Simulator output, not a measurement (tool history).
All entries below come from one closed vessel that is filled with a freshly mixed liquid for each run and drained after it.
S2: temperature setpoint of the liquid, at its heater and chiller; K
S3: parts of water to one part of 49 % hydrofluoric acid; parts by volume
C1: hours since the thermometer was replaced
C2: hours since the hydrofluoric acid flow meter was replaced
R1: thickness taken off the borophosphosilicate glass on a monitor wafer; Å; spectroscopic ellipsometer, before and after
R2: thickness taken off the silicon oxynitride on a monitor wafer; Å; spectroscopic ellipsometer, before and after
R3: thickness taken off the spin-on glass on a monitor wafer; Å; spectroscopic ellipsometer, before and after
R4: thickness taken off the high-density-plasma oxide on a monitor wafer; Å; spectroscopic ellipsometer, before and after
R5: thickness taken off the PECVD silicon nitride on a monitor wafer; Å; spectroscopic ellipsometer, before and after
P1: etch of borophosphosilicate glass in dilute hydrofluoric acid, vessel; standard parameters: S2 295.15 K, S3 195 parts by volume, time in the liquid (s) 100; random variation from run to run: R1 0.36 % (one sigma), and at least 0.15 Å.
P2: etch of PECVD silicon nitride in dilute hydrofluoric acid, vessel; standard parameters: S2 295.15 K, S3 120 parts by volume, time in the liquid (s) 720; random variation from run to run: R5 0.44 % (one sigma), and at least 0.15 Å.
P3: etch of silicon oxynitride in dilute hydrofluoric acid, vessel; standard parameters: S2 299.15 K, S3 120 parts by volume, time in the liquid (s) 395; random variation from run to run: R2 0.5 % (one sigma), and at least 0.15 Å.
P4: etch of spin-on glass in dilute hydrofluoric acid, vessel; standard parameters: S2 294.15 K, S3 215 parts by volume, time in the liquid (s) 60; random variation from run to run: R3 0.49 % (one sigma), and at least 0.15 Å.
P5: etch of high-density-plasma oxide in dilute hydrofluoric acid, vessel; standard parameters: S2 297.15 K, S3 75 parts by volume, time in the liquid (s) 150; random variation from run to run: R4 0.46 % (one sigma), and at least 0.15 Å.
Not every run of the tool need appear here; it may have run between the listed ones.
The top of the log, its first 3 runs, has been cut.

run 4 hour=14.9 | process_that_ran=P3 S2=299.15 S3=120 time_in_the_liquid_(s)=700 | C1=437.8 C2=1061.5 | R2=303.830
run 5 hour=17.3 | process_that_ran=P5 S2=297.15 S3=75 time_in_the_liquid_(s)=150 | C1=440.2 C2=1063.9 | R4=106.250
run 6 hour=21.3 | process_that_ran=P3 S2=299.15 S3=120 time_in_the_liquid_(s)=395 | C1=444.2 C2=1067.9 | R2=171.190
run 7 hour=26.2 | process_that_ran=P2 S2=295.15 S3=120 time_in_the_liquid_(s)=30 | C1=449.1 C2=1072.8 | R5=3.4486
run 8 hour=31.5 | process_that_ran=P1 S2=295.15 S3=195 time_in_the_liquid_(s)=100 | C1=454.4 C2=1078.1 | R1=213.390
run 9 hour=33.9 | process_that_ran=P5 S2=297.15 S3=75 time_in_the_liquid_(s)=150 | C1=456.8 C2=1080.5 | R4=107.660
run 10 hour=37.8 | process_that_ran=P5 S2=304.15 S3=75 time_in_the_liquid_(s)=150 | C1=460.7 C2=1084.4 | R4=139.820
run 11 hour=40.6 | process_that_ran=P1 S2=295.15 S3=195 time_in_the_liquid_(s)=30 | C1=463.5 C2=1087.2 | R1=64.104
run 12 hour=43.6 | process_that_ran=P2 S2=295.15 S3=20 time_in_the_liquid_(s)=720 | C1=466.5 C2=1090.2 | R5=503.0300
run 13 hour=46.9 | process_that_ran=P1 S2=295.15 S3=340 time_in_the_liquid_(s)=195 | C1=469.8 C2=1093.5 | R1=206.660
run 14 hour=51.0 | process_that_ran=P2 S2=295.15 S3=120 time_in_the_liquid_(s)=720 | C1=473.9 C2=1097.6 | R5=87.9640
run 15 hour=53.8 | process_that_ran=P4 S2=294.15 S3=215 time_in_the_liquid_(s)=60 | C1=476.7 C2=1100.4 | R3=99.044
run 16 hour=58.6 | process_that_ran=P4 S2=294.15 S3=215 time_in_the_liquid_(s)=30 | C1=481.5 C2=1105.2 | R3=49.141
run 17 hour=61.4 | process_that_ran=P5 S2=297.15 S3=115 time_in_the_liquid_(s)=150 | C1=484.3 C2=1108.0 | R4=66.452
run 18 hour=66.3 | process_that_ran=P1 S2=295.15 S3=195 time_in_the_liquid_(s)=100 | C1=489.2 C2=1112.9 | R1=212.680
run 19 hour=71.4 | process_that_ran=P3 S2=299.15 S3=215 time_in_the_liquid_(s)=395 | C1=494.3 C2=1118.0 | R2=88.549
run 20 hour=75.7 | process_that_ran=P4 S2=294.15 S3=120 time_in_the_liquid_(s)=60 | C1=498.6 C2=1122.3 | R3=195.480
run 21 hour=79.7 | process_that_ran=P5 S2=297.15 S3=75 time_in_the_liquid_(s)=30 | C1=502.6 C2=1126.3 | R4=21.323
run 22 hour=84.0 | process_that_ran=P1 S2=301.65 S3=195 time_in_the_liquid_(s)=100 | C1=506.9 C2=1130.6 | R1=270.680
run 23 hour=89.6 | process_that_ran=P1 S2=295.15 S3=195 time_in_the_liquid_(s)=100 | C1=512.5 C2=1136.2 | R1=213.500
run 24 hour=93.6 | process_that_ran=P1 S2=295.15 S3=195 time_in_the_liquid_(s)=145 | C1=516.5 C2=1140.2 | R1=309.700
run 25 hour=98.1 | process_that_ran=P3 S2=294.65 S3=120 time_in_the_liquid_(s)=395 | C1=521.0 C2=1144.7 | R2=137.470
run 26 hour=103.6 | process_that_ran=P1 S2=295.15 S3=45 time_in_the_liquid_(s)=100 | C1=526.5 C2=1150.2 | R1=1092.600
run 27 hour=107.8 | process_that_ran=P1 S2=295.15 S3=320 time_in_the_liquid_(s)=100 | C1=530.7 C2=1154.4 | R1=114.160

Estimate the outcome of run 28 from the log above:
run 28 hour=110.3 | process_that_ran=P2 S2=303.65 S3=120 time_in_the_liquid_(s)=720 | C1=533.2 C2=1156.9 | R5=?

R5: 150.1700 Å

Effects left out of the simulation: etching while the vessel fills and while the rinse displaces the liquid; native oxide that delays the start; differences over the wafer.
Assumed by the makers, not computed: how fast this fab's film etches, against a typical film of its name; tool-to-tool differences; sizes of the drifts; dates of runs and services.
